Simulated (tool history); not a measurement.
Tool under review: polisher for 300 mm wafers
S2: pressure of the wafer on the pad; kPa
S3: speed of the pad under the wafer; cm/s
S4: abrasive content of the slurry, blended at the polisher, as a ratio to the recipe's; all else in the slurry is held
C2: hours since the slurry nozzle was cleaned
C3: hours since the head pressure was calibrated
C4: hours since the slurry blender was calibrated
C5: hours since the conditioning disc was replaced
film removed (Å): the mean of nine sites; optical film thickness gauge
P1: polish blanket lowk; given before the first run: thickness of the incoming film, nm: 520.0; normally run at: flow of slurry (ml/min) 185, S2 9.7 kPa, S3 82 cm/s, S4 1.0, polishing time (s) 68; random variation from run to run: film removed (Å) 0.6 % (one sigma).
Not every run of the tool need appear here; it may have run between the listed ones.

run 1 hour=7.0 | flow_of_slurry_(ml/min)=185 S2=9.7 S3=82 S4=1.0 polishing_time_(s)=68 | wafers_polished_on_this_pad=413 C2=109.0 C3=230.3 C4=282.6 C5=40.8 | film_removed_(Å)=190.580
run 2 hour=14.4 | flow_of_slurry_(ml/min)=185 S2=9.7 S3=82 S4=1.0 polishing_time_(s)=68 | wafers_polished_on_this_pad=495 C2=116.4 C3=237.7 C4=290.0 C5=48.2 | film_removed_(Å)=189.700
run 3 hour=21.0 | flow_of_slurry_(ml/min)=185 S2=9.7 S3=82 S4=0.6 polishing_time_(s)=68 | wafers_polished_on_this_pad=567 C2=123.0 C3=244.3 C4=296.6 C5=54.8 | film_removed_(Å)=145.040
run 4 hour=26.8 | flow_of_slurry_(ml/min)=185 S2=9.7 S3=82 S4=1.0 polishing_time_(s)=68 | wafers_polished_on_this_pad=631 C2=128.8 C3=250.1 C4=302.4 C5=60.6 | film_removed_(Å)=189.230
run 5 hour=30.7 | flow_of_slurry_(ml/min)=125 S2=9.7 S3=82 S4=1.0 polishing_time_(s)=68 | wafers_polished_on_this_pad=674 C2=132.7 C3=254.0 C4=306.3 C5=64.5 | film_removed_(Å)=178.210
run 6 hour=35.0 | flow_of_slurry_(ml/min)=185 S2=15.2 S3=82 S4=1.0 polishing_time_(s)=68 | wafers_polished_on_this_pad=722 C2=137.0 C3=258.3 C4=310.6 C5=68.8 | film_removed_(Å)=294.160
run 7 hour=43.7 | flow_of_slurry_(ml/min)=185 S2=9.7 S3=82 S4=1.0 polishing_time_(s)=68 | wafers_polished_on_this_pad=818 C2=145.7 C3=267.0 C4=319.3 C5=77.5 | film_removed_(Å)=190.150
run 8 hour=50.5 | flow_of_slurry_(ml/min)=185 S2=9.7 S3=118 S4=1.0 polishing_time_(s)=68 | wafers_polished_on_this_pad=892 C2=152.5 C3=273.8 C4=326.1 C5=84.3 | film_removed_(Å)=254.650
run 9 hour=54.8 | flow_of_slurry_(ml/min)=185 S2=9.7 S3=38 S4=1.0 polishing_time_(s)=68 | wafers_polished_on_this_pad=940 C2=156.8 C3=278.1 C4=330.4 C5=88.6 | film_removed_(Å)=102.740
run 10 hour=59.7 | flow_of_slurry_(ml/min)=185 S2=9.7 S3=82 S4=1.0 polishing_time_(s)=68 | wafers_polished_on_this_pad=994 C2=161.7 C3=283.0 C4=335.3 C5=93.5 | film_removed_(Å)=189.870
run 11 hour=64.1 | flow_of_slurry_(ml/min)=255 S2=9.7 S3=82 S4=1.0 polishing_time_(s)=68 | wafers_polished_on_this_pad=1042 C2=166.1 C3=287.4 C4=339.7 C5=97.9 | film_removed_(Å)=198.740
run 12 hour=69.1 | flow_of_slurry_(ml/min)=185 S2=9.7 S3=82 S4=1.0 polishing_time_(s)=68 | wafers_polished_on_this_pad=1097 C2=171.1 C3=292.4 C4=344.7 C5=102.9 | film_removed_(Å)=188.370
run 13 hour=73.6 | flow_of_slurry_(ml/min)=110 S2=9.7 S3=110 S4=1.0 polishing_time_(s)=68 | wafers_polished_on_this_pad=1147 C2=175.6 C3=296.9 C4=349.2 C5=107.4 | film_removed_(Å)=217.810
run 14 hour=81.3 | flow_of_slurry_(ml/min)=185 S2=9.7 S3=82 S4=1.0 polishing_time_(s)=107 | wafers_polished_on_this_pad=1232 C2=183.3 C3=304.6 C4=356.9 C5=115.1 | film_removed_(Å)=297.890
run 15 hour=85.6 | flow_of_slurry_(ml/min)=185 S2=4.1 S3=82 S4=1.0 polishing_time_(s)=68 | wafers_polished_on_this_pad=1279 C2=187.6 C3=308.9 C4=361.2 C5=119.4 | film_removed_(Å)=82.023
run 16 hour=91.1 | flow_of_slurry_(ml/min)=185 S2=9.7 S3=82 S4=1.5 polishing_time_(s)=68 | wafers_polished_on_this_pad=1340 C2=193.1 C3=314.4 C4=366.7 C5=124.9 | film_removed_(Å)=225.630
run 17 hour=99.9 | flow_of_slurry_(ml/min)=185 S2=9.7 S3=82 S4=1.0 polishing_time_(s)=45 | wafers_polished_on_this_pad=1437 C2=201.9 C3=323.2 C4=375.5 C5=133.7 | film_removed_(Å)=126.320
run 18 hour=107.9 | flow_of_slurry_(ml/min)=185 S2=9.7 S3=82 S4=1.0 polishing_time_(s)=68 | wafers_polished_on_this_pad=1525 C2=209.9 C3=331.2 C4=383.5 C5=141.7 | film_removed_(Å)=190.380
run 19 hour=113.9 | flow_of_slurry_(ml/min)=185 S2=9.7 S3=82 S4=1.0 polishing_time_(s)=68 | wafers_polished_on_this_pad=1591 C2=215.9 C3=337.2 C4=389.5 C5=147.7 | film_removed_(Å)=180.730
run 20 hour=117.9 | flow_of_slurry_(ml/min)=185 S2=9.7 S3=82 S4=1.0 polishing_time_(s)=68 | wafers_polished_on_this_pad=1635 C2=219.9 C3=341.2 C4=393.5 C5=151.7 | film_removed_(Å)=174.690
-- hour=123.2 head pressure recalibrated
run 21 hour=125.5 | flow_of_slurry_(ml/min)=185 S2=9.7 S3=82 S4=1.0 polishing_time_(s)=68 | wafers_polished_on_this_pad=1719 C2=227.5 C3=2.3 C4=401.1 C5=159.3 | film_removed_(Å)=170.270
-- hour=129.8 conditioning disc replaced and pad reconditioned
run 22 hour=130.0 | flow_of_slurry_(ml/min)=185 S2=9.7 S3=82 S4=1.0 polishing_time_(s)=68 | wafers_polished_on_this_pad=1768 C2=232.0 C3=6.8 C4=405.6 C5=0.2 | film_removed_(Å)=167.830
-- hour=134.3 slurry nozzle cleaned
run 23 hour=137.2 | flow_of_slurry_(ml/min)=185 S2=9.7 S3=82 S4=1.0 polishing_time_(s)=68 | wafers_polished_on_this_pad=1848 C2=3.0 C3=14.0 C4=412.8 C5=7.4 | film_removed_(Å)=165.570
run 24 hour=146.1 | flow_of_slurry_(ml/min)=185 S2=9.7 S3=82 S4=1.0 polishing_time_(s)=68 | wafers_polished_on_this_pad=1946 C2=11.9 C3=22.9 C4=421.7 C5=16.3 | film_removed_(Å)=164.630

Something has made what P1 gives creep away from where it was; the 2 causes below, each at its own stated size, fit the log equally well:
A: removal rate lost through wear of the pad, % = 13.2
B: abrasive missing from the slurry, % = 25.1
Creep in the process output first set in at about hour 107.9.
All other causes, with the reason each is excluded:
slurry flow missing at the pad, %: serviced at hour 134.3, which brought nothing back
head's pressure below its setpoint, %: serviced at hour 123.2, which brought nothing back
time polished since the conditioner stopped cutting, s: serviced at hour 129.8, which brought nothing back

4 check runs are offered, each on 2 wafers whose results are averaged, their results left as question marks. Which one tells the causes apart?
run check 1 hour=155.0 | flow_of_slurry_(ml/min)=185 S2=4.1 S3=82 S4=1.00 polishing_time_(s)=68 | film_removed_(Å)=?
run check 2 hour=155.0 | flow_of_slurry_(ml/min)=185 S2=9.7 S3=114 S4=1.00 polishing_time_(s)=100 | film_removed_(Å)=?
run check 3 hour=155.0 | flow_of_slurry_(ml/min)=235 S2=9.7 S3=82 S4=1.00 polishing_time_(s)=99 | film_removed_(Å)=?
run check 4 hour=155.0 | flow_of_slurry_(ml/min)=185 S2=9.7 S3=82 S4=0.65 polishing_time_(s)=53 | film_removed_(Å)=?

Predicted outcomes, by check and by cause:
check=check_1 result=film_removed_(Å) if_A=70.696 if_B=70.681
check=check_2 result=film_removed_(Å) if_A=315.740 if_B=315.680
check=check_3 result=film_removed_(Å) if_A=247.510 if_B=247.460
check=check_4 result=film_removed_(Å) if_A=103.290 if_B=100.140
Per check, the gap between the least separated pair of causes, taken in the result that splits them most: check 1 0.02 %; check 2 0.02 %; check 3 0.02 %; check 4 3.09 %
The causes can be told apart only by check 4. The other checks would give nearly the same results under each of them.

Then check 4 was run and gave: film removed (Å) 99.959. Which cause is it?

The correct cause is B, namely: abrasive missing from the slurry, %.

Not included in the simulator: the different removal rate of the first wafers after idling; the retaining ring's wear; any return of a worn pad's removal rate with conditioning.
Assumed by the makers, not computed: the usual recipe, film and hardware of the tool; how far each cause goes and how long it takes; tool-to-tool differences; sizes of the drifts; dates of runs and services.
